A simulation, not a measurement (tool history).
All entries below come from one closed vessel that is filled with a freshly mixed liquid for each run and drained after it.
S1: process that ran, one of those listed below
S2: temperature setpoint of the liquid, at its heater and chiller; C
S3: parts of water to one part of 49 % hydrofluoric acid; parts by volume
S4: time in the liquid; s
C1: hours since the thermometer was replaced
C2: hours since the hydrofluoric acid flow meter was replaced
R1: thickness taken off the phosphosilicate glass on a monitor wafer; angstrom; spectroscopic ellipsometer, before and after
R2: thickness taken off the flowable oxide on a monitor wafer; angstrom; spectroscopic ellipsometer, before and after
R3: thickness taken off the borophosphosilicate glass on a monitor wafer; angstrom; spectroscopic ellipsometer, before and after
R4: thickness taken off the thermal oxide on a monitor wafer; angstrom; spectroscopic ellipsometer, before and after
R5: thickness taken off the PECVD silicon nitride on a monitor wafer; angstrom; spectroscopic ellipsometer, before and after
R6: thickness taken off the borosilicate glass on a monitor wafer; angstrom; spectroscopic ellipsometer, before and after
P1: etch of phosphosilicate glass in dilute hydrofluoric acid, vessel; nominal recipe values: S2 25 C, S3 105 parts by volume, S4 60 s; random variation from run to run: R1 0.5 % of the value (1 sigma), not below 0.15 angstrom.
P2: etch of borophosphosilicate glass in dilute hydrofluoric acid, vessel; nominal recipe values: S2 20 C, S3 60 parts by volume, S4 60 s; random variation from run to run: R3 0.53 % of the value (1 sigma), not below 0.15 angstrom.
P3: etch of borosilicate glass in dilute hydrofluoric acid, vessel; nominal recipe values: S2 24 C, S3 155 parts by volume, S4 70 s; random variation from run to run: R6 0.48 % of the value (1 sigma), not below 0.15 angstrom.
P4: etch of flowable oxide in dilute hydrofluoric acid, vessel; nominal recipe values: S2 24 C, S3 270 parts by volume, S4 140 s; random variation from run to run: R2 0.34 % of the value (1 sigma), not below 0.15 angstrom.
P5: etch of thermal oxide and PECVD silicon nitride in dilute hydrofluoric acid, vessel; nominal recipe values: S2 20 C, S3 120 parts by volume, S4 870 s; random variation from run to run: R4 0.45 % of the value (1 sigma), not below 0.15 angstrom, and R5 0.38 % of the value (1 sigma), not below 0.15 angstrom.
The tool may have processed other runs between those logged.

run	hour	S1	S2	S3	S4	C1	C2	R1	R2	R3	R4	R5	R6
1	7.7	P1	25	105	60	273.5	757.4	1053.3					
2	16.4	P1	25	105	30	282.2	766.1	527.86					
3	25.1	P4	24	270	245	290.9	774.8		159.66				
4	31.3	P2	20	60	60	297.1	781			457.68			
5	38.6	P1	17	105	60	304.4	788.3	765.08					
6	45.6	P5	20	120	350	311.4	795.3				109.73	121.26	
7	52.3	P2	20	105	60	318.1	802			246.31			
8	56.9	P4	28.5	270	140	322.7	806.6		105.89				
9	60.7	P5	20	120	870	326.5	810.4				270.66	298.35	
10	67.2	P1	32.5	105	115	333	816.9	2696.8					
11	73.9	P3	24	155	70	339.7	823.6						185.54
12	78.9	P5	20	215	870	344.7	828.6				137.66	169.91	
13	83.1	P5	20	120	870	348.9	832.8				271.04	299.22	
14	87.5	P3	18	155	70	353.3	837.2						148.73
15	92	P2	20	60	60	357.8	841.7			458.26			
16	98.4	P1	25	105	60	364.2	848.1	1049.1					
17	103	P1	25	105	120	368.8	852.7	2128.9					
18	106.8	P1	25	45	60	372.6	856.5	2692.2					
19	114.3	P1	25	105	60	380.1	864	1054.5					
20	122.4	P1	25	105	60	388.2	872.1	1058.8					
21	130.2	P4	24	270	140	396	879.9		91.518				
22	136.8	P3	24	50	70	402.6	886.5						660.73
23	144.1	P1	29.5	105	60	409.9	893.8	1262.6					
24	151.8	P2	20	60	30	417.6	901.5			229.13			
25	157.5	P3	24	155	30	423.3	907.2						79.284
26	165.9	P2	17	60	60	431.7	915.6			405.41			
27	171.5	P5	26	120	870	437.3	921.2				343.14	446.23	
28	176.5	P1	25	165	60	442.3	926.2	622.35					
29	181.7	P3	24	155	70	447.5	931.4						184.96
30	189	P1	25	105	60	454.8	938.7	1062					
31	193.2	P4	24	75	140	459	942.9		410.6				
32	199.1	P1	25	105	60	464.9	948.8	1067.6					
33	205.6	P1	25	105	60	471.4	955.3	1084.1					
34	210.7	P1	25	105	60	476.5	960.4	1090.2					
35	218.4	P1	25	105	60	484.2	968.1	1109.9					
36	226.8	P1	25	105	60	492.6	976.5	1106.4					
37	232.1	P1	25	105	60	497.9	981.8	1111.8					
38	238.9	P1	25	105	60	504.7	988.6	1113.4					
39	247.7	P1	25	105	60	513.5	997.4	1117.7					

P1 no longer gives what it gave before; its output has crept away from where it was. The following 2 causes, each at its listed size, fit the log equally well:
A: hydrofluoric acid flow above the setpoint (%) = 4.94
B: liquid hotter than its thermometer reads (K) = 1.4
The drift started at roughly hour 199.1.

Each of the 4 check runs below uses one wafer; its results are left as question marks. Which run tells the causes apart?
check 1	256.5	P5	24	185	870						?	?	
check 2	256.5	P2	20	85	60					?			
check 3	256.5	P3	24	65	45								?
check 4	256.5	P4	24	105	140				?				

Outcome of each check run for each possible cause:
check	result	if A	if B
check 1	R4	203.04	201.84
check 1	R5	267.17	278.29
check 2	R3	331.37	333.01
check 3	R6	335.34	336.82
check 4	R2	296.57	296.77
Separation of the two closest causes in each check, using whichever result separates them best: check 1 4.08 %; check 2 0.49 %; check 3 0.44 %; check 4 0.07 %
Only in check 1 would the causes give clearly different results; in the remaining checks their results would be nearly the same.

Running check 1 produced the following: R4 203.15 angstrom; R5 267.53 angstrom. Which one of the listed causes fits?

It was cause A: hydrofluoric acid flow above the setpoint (%).
